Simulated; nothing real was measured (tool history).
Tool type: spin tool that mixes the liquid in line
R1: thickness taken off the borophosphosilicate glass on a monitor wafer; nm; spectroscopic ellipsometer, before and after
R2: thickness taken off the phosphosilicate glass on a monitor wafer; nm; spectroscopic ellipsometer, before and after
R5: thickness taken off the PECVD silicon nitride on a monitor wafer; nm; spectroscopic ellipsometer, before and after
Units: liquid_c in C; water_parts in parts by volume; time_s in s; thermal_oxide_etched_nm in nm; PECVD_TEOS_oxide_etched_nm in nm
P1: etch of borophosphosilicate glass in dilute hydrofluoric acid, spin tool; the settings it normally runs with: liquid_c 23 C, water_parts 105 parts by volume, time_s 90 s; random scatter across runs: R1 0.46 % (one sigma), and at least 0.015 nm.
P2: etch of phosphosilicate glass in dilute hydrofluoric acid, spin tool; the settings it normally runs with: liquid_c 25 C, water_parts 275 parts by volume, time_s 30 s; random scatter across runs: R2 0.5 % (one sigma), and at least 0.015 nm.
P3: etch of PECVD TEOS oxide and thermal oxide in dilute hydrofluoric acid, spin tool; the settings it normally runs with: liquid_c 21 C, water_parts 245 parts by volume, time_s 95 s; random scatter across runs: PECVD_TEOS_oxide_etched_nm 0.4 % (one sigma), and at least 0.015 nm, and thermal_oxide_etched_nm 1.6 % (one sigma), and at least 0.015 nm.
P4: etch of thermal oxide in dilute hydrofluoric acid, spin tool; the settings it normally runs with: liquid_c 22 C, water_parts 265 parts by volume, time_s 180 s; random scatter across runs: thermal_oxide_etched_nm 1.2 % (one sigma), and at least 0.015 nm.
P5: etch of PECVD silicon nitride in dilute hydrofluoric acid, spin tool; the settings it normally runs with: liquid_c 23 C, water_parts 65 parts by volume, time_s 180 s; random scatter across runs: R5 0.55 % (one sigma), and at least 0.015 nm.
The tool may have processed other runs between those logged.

run 1 hour=5.7 | process=P1 liquid_c=23 water_parts=105 time_s=90 | R1=55.71
run 2 hour=9.3 | process=P2 liquid_c=25 water_parts=90 time_s=30 | R2=69.439
run 3 hour=13.7 | process=P1 liquid_c=23 water_parts=105 time_s=90 | R1=55.839
run 4 hour=17.2 | process=P1 liquid_c=23 water_parts=105 time_s=170 | R1=104.73
run 5 hour=21.1 | process=P1 liquid_c=30.5 water_parts=165 time_s=90 | R1=43.661
-- hour=22.6 thermometer replaced
run 6 hour=24.2 | process=P4 liquid_c=22 water_parts=265 time_s=280 | thermal_oxide_etched_nm=3.6601
run 7 hour=27.2 | process=P3 liquid_c=21 water_parts=245 time_s=95 | thermal_oxide_etched_nm=1.3421 PECVD_TEOS_oxide_etched_nm=5.8771
run 8 hour=32.1 | process=P1 liquid_c=23 water_parts=105 time_s=90 | R1=55.438
run 9 hour=35.8 | process=P1 liquid_c=23 water_parts=25 time_s=90 | R1=259.07
run 10 hour=40.1 | process=P1 liquid_c=23 water_parts=105 time_s=90 | R1=55.73
run 11 hour=45.9 | process=P5 liquid_c=29 water_parts=65 time_s=180 | R5=12.091
run 12 hour=52.4 | process=P5 liquid_c=23 water_parts=65 time_s=340 | R5=15.467
run 13 hour=57.2 | process=P1 liquid_c=23 water_parts=45 time_s=15 | R1=23.398
run 14 hour=62.2 | process=P1 liquid_c=17 water_parts=105 time_s=90 | R1=43.501
run 15 hour=65.9 | process=P2 liquid_c=25 water_parts=275 time_s=30 | R2=18.278
run 16 hour=71.2 | process=P1 liquid_c=23 water_parts=145 time_s=90 | R1=38.449
run 17 hour=77.6 | process=P3 liquid_c=17 water_parts=245 time_s=95 | thermal_oxide_etched_nm=1.1382 PECVD_TEOS_oxide_etched_nm=5.0574
run 18 hour=83.9 | process=P4 liquid_c=22 water_parts=265 time_s=180 | thermal_oxide_etched_nm=2.3199
run 19 hour=87.9 | process=P1 liquid_c=23 water_parts=105 time_s=90 | R1=55.569
run 20 hour=91.9 | process=P5 liquid_c=23 water_parts=115 time_s=180 | R5=4.6623
run 21 hour=98.1 | process=P4 liquid_c=17 water_parts=265 time_s=180 | thermal_oxide_etched_nm=1.9236
run 22 hour=103.7 | process=P5 liquid_c=23 water_parts=65 time_s=180 | R5=8.144
run 23 hour=107.8 | process=P1 liquid_c=27 water_parts=105 time_s=90 | R1=65.103
run 24 hour=112.4 | process=P1 liquid_c=23 water_parts=105 time_s=15 | R1=9.2576
run 25 hour=117.6 | process=P1 liquid_c=17 water_parts=105 time_s=140 | R1=67.398
run 26 hour=121.5 | process=P1 liquid_c=23 water_parts=105 time_s=90 | R1=56.047
run 27 hour=126.8 | process=P2 liquid_c=25 water_parts=275 time_s=30 | R2=18.468
run 28 hour=131.5 | process=P2 liquid_c=25 water_parts=275 time_s=15 | R2=9.3172
run 29 hour=134.8 | process=P3 liquid_c=21 water_parts=245 time_s=160 | thermal_oxide_etched_nm=2.3001 PECVD_TEOS_oxide_etched_nm=9.852
run 30 hour=138.8 | process=P3 liquid_c=21 water_parts=55 time_s=95 | thermal_oxide_etched_nm=7.4153 PECVD_TEOS_oxide_etched_nm=32.244
run 31 hour=144.5 | process=P4 liquid_c=22 water_parts=110 time_s=180 | thermal_oxide_etched_nm=6.6092
run 32 hour=149.8 | process=P2 liquid_c=30.5 water_parts=275 time_s=30 | R2=22.332
run 33 hour=154.2 | process=P5 liquid_c=23 water_parts=65 time_s=180 | R5=8.144
run 34 hour=157.8 | process=P1 liquid_c=23 water_parts=105 time_s=90 | R1=55.666
run 35 hour=161.4 | process=P1 liquid_c=23 water_parts=105 time_s=90 | R1=54.193
run 36 hour=166.1 | process=P1 liquid_c=23 water_parts=105 time_s=90 | R1=52.878
run 37 hour=169.1 | process=P1 liquid_c=23 water_parts=105 time_s=90 | R1=52.643
run 38 hour=175.6 | process=P1 liquid_c=23 water_parts=105 time_s=90 | R1=51.9
run 39 hour=181.8 | process=P1 liquid_c=23 water_parts=105 time_s=90 | R1=51.881
run 40 hour=185.4 | process=P1 liquid_c=23 water_parts=105 time_s=90 | R1=51.543

Run 41 is up next; what results do you expect?
run 41 hour=191.1 | process=P1 liquid_c=23 water_parts=105 time_s=90 | R1=?

For run 41 the tool returned R1 51.632 nm.

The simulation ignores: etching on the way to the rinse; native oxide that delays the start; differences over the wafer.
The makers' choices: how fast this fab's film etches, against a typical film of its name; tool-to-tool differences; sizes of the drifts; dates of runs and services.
